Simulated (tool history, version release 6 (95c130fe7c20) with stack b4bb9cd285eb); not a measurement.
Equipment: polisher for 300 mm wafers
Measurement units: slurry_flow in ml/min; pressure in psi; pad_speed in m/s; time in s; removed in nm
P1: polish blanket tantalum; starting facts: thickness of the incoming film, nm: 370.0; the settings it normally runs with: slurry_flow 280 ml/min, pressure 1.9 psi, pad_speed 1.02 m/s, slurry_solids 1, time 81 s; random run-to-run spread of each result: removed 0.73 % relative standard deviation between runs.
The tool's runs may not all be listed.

{"run": 1, "hour": 7.0, "slurry_flow": 280, "pressure": 1.9, "pad_speed": 1.02, "slurry_solids": 1, "time": 81, "removed": 132.96}
{"run": 2, "hour": 11.6, "slurry_flow": 280, "pressure": 1.9, "pad_speed": 1.02, "slurry_solids": 1, "time": 55, "removed": 90.969}
{"hour": 17.1, "done": "worn pad replaced by a new one"}
{"run": 3, "hour": 19.3, "slurry_flow": 280, "pressure": 1.9, "pad_speed": 1.02, "slurry_solids": 1, "time": 81, "removed": 133.47}
{"run": 4, "hour": 24.7, "slurry_flow": 280, "pressure": 1.9, "pad_speed": 1.02, "slurry_solids": 0.75, "time": 57, "removed": 85.809}
{"run": 5, "hour": 30.4, "slurry_flow": 280, "pressure": 2.8, "pad_speed": 1.02, "slurry_solids": 1, "time": 81, "removed": 194.7}
{"run": 6, "hour": 34.7, "slurry_flow": 170, "pressure": 1.9, "pad_speed": 0.56, "slurry_solids": 1, "time": 81, "removed": 69.351}
{"run": 7, "hour": 39.1, "slurry_flow": 280, "pressure": 1.9, "pad_speed": 0.62, "slurry_solids": 1, "time": 81, "removed": 79.537}
{"run": 8, "hour": 42.9, "slurry_flow": 280, "pressure": 1.9, "pad_speed": 1.02, "slurry_solids": 1, "time": 81, "removed": 132.6}
{"run": 9, "hour": 47.8, "slurry_flow": 280, "pressure": 1.2, "pad_speed": 1.02, "slurry_solids": 1, "time": 81, "removed": 83.565}
{"run": 10, "hour": 54.8, "slurry_flow": 280, "pressure": 1.9, "pad_speed": 1.02, "slurry_solids": 1, "time": 112, "removed": 183.21}
{"run": 11, "hour": 62.0, "slurry_flow": 280, "pressure": 1.9, "pad_speed": 1.02, "slurry_solids": 1, "time": 81, "removed": 132.88}
{"run": 12, "hour": 66.4, "slurry_flow": 280, "pressure": 1.9, "pad_speed": 1.48, "slurry_solids": 1, "time": 81, "removed": 191.13}
{"run": 13, "hour": 71.5, "slurry_flow": 280, "pressure": 1.9, "pad_speed": 1.02, "slurry_solids": 0.6, "time": 81, "removed": 111.89}
{"run": 14, "hour": 76.2, "slurry_flow": 170, "pressure": 1.9, "pad_speed": 1.02, "slurry_solids": 1, "time": 81, "removed": 124.94}
{"run": 15, "hour": 82.4, "slurry_flow": 280, "pressure": 1.9, "pad_speed": 1.02, "slurry_solids": 1, "time": 81, "removed": 132.95}
{"run": 16, "hour": 86.2, "slurry_flow": 280, "pressure": 1.9, "pad_speed": 1.02, "slurry_solids": 1, "time": 81, "removed": 132.4}
{"run": 17, "hour": 90.8, "slurry_flow": 280, "pressure": 1.9, "pad_speed": 1.02, "slurry_solids": 1, "time": 81, "removed": 133.23}
{"run": 18, "hour": 97.7, "slurry_flow": 280, "pressure": 1.9, "pad_speed": 1.02, "slurry_solids": 1.5, "time": 81, "removed": 145.68}
{"run": 19, "hour": 103.8, "slurry_flow": 445, "pressure": 1.9, "pad_speed": 1.02, "slurry_solids": 1, "time": 81, "removed": 138.16}
{"run": 20, "hour": 108.2, "slurry_flow": 280, "pressure": 1.9, "pad_speed": 1.02, "slurry_solids": 1, "time": 81, "removed": 131.83}
{"run": 21, "hour": 115.3, "slurry_flow": 280, "pressure": 1.9, "pad_speed": 1.02, "slurry_solids": 1, "time": 81, "removed": 130.16}
{"run": 22, "hour": 121.7, "slurry_flow": 280, "pressure": 1.9, "pad_speed": 1.02, "slurry_solids": 1, "time": 81, "removed": 127.19}
{"run": 23, "hour": 125.8, "slurry_flow": 280, "pressure": 1.9, "pad_speed": 1.02, "slurry_solids": 1, "time": 81, "removed": 124.87}
{"run": 24, "hour": 133.8, "slurry_flow": 280, "pressure": 1.9, "pad_speed": 1.02, "slurry_solids": 1, "time": 81, "removed": 123.36}
{"run": 25, "hour": 141.7, "slurry_flow": 280, "pressure": 1.9, "pad_speed": 1.02, "slurry_solids": 1, "time": 81, "removed": 122.25}
{"hour": 142.6, "done": "slurry nozzle cleaned"}
{"run": 26, "hour": 149.7, "slurry_flow": 280, "pressure": 1.9, "pad_speed": 1.02, "slurry_solids": 1, "time": 81, "removed": 121.71}
{"hour": 153.6, "done": "worn pad replaced by a new one"}
{"run": 27, "hour": 154.4, "slurry_flow": 280, "pressure": 1.9, "pad_speed": 1.02, "slurry_solids": 1, "time": 81, "removed": 123.12}
{"run": 28, "hour": 162.1, "slurry_flow": 280, "pressure": 1.9, "pad_speed": 1.02, "slurry_solids": 1, "time": 81, "removed": 120.8}
{"run": 29, "hour": 169.9, "slurry_flow": 280, "pressure": 1.9, "pad_speed": 1.02, "slurry_solids": 1, "time": 81, "removed": 120.71}
{"run": 30, "hour": 176.4, "slurry_flow": 280, "pressure": 1.9, "pad_speed": 1.02, "slurry_solids": 1, "time": 81, "removed": 120.52}
{"run": 31, "hour": 183.9, "slurry_flow": 280, "pressure": 1.9, "pad_speed": 1.02, "slurry_solids": 1, "time": 81, "removed": 120.78}

The log shows P1 creeping away from where it was. Any of the 2 causes listed here, at the size stated for it, fits the log just as well as the others:
A: abrasive missing from the slurry, % = 25.9
B: head's pressure below its setpoint, % = 9.09
The drift started at roughly hour 108.2.
What rules out each remaining cause:
removal rate lost through wear of the pad, %: serviced after onset, at hour 153.6, with no recovery of the prior output
slurry flow missing at the pad, %: serviced after onset, at hour 142.6, with no recovery of the prior output

The list below offers 4 check runs, each averaging the results of 3 wafers, and shows each result as a question mark. For which of them would the listed causes give clearly different results?
{"run": "check 1", "hour": 191.4, "slurry_flow": 280, "pressure": 1.9, "pad_speed": 1.36, "slurry_solids": 0.65, "time": 81, "removed": "?"}
{"run": "check 2", "hour": 191.4, "slurry_flow": 170, "pressure": 1.9, "pad_speed": 0.72, "slurry_solids": 1, "time": 81, "removed": "?"}
{"run": "check 3", "hour": 191.4, "slurry_flow": 440, "pressure": 2.6, "pad_speed": 1.02, "slurry_solids": 1, "time": 81, "removed": "?"}
{"run": "check 4", "hour": 191.4, "slurry_flow": 195, "pressure": 1.9, "pad_speed": 1.02, "slurry_solids": 1, "time": 110, "removed": "?"}

Check results expected under each cause:
check=check_1 result=removed if_A=135.28 if_B=139.36
check=check_2 result=removed if_A=80.066 if_B=80.057
check=check_3 result=removed if_A=170.97 if_B=170.95
check=check_4 result=removed if_A=157.13 if_B=157.11
Gap, in per cent, between the two causes that each check separates least, read from the result that separates them most: check 1 2.97 %; check 2 0.01 %; check 3 0.01 %; check 4 0.01 %
The other checks would show nearly matching results whichever cause is true, so check 1 is the only one that separates the causes.

Running check 1 produced the following: removed 139.59 nm. Which one of the listed causes fits?

The cause is B: head's pressure below its setpoint, %.
